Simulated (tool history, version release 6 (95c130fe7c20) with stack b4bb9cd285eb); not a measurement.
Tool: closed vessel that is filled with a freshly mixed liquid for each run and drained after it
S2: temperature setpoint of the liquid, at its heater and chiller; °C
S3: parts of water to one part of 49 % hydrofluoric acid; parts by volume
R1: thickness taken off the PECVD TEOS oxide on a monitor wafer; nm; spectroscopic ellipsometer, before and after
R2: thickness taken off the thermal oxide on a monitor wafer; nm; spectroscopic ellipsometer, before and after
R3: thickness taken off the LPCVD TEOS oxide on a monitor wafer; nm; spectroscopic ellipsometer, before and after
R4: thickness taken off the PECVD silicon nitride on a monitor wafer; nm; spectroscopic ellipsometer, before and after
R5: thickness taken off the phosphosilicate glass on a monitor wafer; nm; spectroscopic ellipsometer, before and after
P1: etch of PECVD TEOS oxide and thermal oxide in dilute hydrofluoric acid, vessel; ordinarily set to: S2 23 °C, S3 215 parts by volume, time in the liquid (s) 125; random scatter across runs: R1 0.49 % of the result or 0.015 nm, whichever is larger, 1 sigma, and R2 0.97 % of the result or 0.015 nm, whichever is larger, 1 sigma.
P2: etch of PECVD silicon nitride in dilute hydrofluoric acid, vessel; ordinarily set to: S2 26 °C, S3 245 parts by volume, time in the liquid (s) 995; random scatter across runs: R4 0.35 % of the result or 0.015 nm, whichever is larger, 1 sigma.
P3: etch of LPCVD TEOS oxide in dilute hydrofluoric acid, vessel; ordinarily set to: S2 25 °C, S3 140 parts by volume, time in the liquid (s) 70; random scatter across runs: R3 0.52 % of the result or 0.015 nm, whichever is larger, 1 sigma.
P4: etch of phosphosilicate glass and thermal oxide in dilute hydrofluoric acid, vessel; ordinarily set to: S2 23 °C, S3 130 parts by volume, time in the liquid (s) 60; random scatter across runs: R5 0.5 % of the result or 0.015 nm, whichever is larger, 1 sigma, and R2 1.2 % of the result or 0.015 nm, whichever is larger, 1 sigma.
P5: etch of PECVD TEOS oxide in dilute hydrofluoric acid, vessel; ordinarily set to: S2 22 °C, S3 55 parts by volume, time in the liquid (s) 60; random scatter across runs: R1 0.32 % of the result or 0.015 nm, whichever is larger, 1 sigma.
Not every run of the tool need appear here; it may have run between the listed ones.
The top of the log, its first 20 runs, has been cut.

Run 21, hour 68.6: process that ran P2, S2 26 °C, S3 245 parts by volume, time in the liquid (s) 1760. Result: R4 23.462 nm.
Run 22, hour 73.2: process that ran P4, S2 31.5 °C, S3 130 parts by volume, time in the liquid (s) 60. Result: R2 2.7073 nm, R5 46.133 nm.
Run 23, hour 76.8: process that ran P1, S2 23 °C, S3 360 parts by volume, time in the liquid (s) 125. Result: R1 4.2215 nm, R2 1.2136 nm.
Run 24, hour 79: process that ran P3, S2 17.5 °C, S3 140 parts by volume, time in the liquid (s) 70. Result: R3 14.334 nm.
Run 25, hour 81.5: process that ran P2, S2 26 °C, S3 245 parts by volume, time in the liquid (s) 995. Result: R4 13.278 nm.
Run 26, hour 85.5: process that ran P4, S2 23 °C, S3 130 parts by volume, time in the liquid (s) 60. Result: R2 1.9727 nm, R5 33.649 nm.
Run 27, hour 89.1: process that ran P1, S2 28.5 °C, S3 215 parts by volume, time in the liquid (s) 125. Result: R1 9.8212 nm, R2 2.8721 nm.
Run 28, hour 93.3: process that ran P4, S2 23 °C, S3 75 parts by volume, time in the liquid (s) 60. Result: R2 3.5012 nm, R5 62.31 nm.
Run 29, hour 95.8: process that ran P5, S2 22 °C, S3 55 parts by volume, time in the liquid (s) 60. Result: R1 10.645 nm.
Run 30, hour 98.5: process that ran P3, S2 25 °C, S3 140 parts by volume, time in the liquid (s) 70. Result: R3 19.543 nm.
Run 31, hour 102.2: process that ran P2, S2 26 °C, S3 245 parts by volume, time in the liquid (s) 995. Result: R4 13.239 nm.
Run 32, hour 104.4: process that ran P5, S2 22 °C, S3 55 parts by volume, time in the liquid (s) 30. Result: R1 5.2964 nm.
Run 33, hour 107.9: process that ran P1, S2 23 °C, S3 215 parts by volume, time in the liquid (s) 125. Result: R1 8.0963 nm, R2 2.2775 nm.
Run 34, hour 110.5: process that ran P1, S2 23 °C, S3 215 parts by volume, time in the liquid (s) 125. Result: R1 8.2529 nm, R2 2.3719 nm.

Run 35 is up next; what results do you expect?
Run 35, hour 114.7: process that ran P1, S2 23 °C, S3 215 parts by volume, time in the liquid (s) 125. Result: R1 ?, R2 ?.

{"run 35": {"R1": 8.3514, "R2": 2.4114}}
